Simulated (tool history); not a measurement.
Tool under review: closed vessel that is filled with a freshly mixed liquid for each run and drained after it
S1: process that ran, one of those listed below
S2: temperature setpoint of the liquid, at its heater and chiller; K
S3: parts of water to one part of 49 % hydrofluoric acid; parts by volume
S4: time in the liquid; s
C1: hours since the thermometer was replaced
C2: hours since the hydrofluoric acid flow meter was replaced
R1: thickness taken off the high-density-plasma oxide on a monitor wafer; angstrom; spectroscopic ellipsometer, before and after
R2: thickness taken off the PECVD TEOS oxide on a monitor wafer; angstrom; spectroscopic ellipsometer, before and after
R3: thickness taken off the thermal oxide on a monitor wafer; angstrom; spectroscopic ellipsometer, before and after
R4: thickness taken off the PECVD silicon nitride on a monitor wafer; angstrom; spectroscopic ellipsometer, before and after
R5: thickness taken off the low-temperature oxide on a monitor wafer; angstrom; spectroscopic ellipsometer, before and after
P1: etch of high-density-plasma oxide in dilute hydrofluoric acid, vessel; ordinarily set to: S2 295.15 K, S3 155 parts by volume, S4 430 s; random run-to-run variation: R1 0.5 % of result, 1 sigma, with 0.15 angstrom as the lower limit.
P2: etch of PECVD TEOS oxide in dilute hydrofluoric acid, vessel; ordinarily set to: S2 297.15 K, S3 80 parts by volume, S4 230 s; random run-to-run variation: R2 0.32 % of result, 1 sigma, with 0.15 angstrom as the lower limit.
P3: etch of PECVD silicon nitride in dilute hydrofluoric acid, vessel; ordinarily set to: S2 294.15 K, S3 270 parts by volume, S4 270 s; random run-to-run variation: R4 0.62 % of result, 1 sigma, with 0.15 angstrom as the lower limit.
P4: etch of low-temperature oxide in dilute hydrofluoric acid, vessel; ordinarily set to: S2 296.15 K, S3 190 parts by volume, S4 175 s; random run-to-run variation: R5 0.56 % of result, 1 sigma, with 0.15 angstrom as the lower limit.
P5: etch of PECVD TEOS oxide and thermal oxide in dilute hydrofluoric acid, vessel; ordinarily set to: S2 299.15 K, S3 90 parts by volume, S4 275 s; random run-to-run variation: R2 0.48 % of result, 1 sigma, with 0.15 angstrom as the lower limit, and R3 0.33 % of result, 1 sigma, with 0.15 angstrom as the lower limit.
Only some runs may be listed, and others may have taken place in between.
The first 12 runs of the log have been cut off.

run 13 hour=164.5 | S1=P4 S2=296.15 S3=350 S4=175 | C1=459.3 C2=1654.5 | R5=41.072
run 14 hour=178.5 | S1=P5 S2=305.65 S3=90 S4=275 | C1=473.3 C2=1668.5 | R2=563.19 R3=201.380
run 15 hour=194.2 | S1=P1 S2=295.15 S3=155 S4=430 | C1=489.0 C2=1684.2 | R1=123.750
run 16 hour=205.8 | S1=P2 S2=291.15 S3=80 S4=230 | C1=500.6 C2=1695.8 | R2=326.65
run 17 hour=222.1 | S1=P1 S2=295.15 S3=155 S4=430 | C1=516.9 C2=1712.1 | R1=124.240
run 18 hour=238.0 | S1=P1 S2=290.65 S3=155 S4=430 | C1=532.8 C2=1728.0 | R1=103.690
run 19 hour=254.4 | S1=P2 S2=297.15 S3=80 S4=395 | C1=549.2 C2=1744.4 | R2=717.76
run 20 hour=268.1 | S1=P5 S2=299.15 S3=90 S4=275 | C1=562.9 C2=1758.1 | R2=441.26 R3=158.160

Run 21 is up next; what results do you expect?
run 21 hour=275.8 | S1=P2 S2=297.15 S3=80 S4=230 | C1=570.6 C2=1765.8 | R2=?

R2: 418.00 angstrom
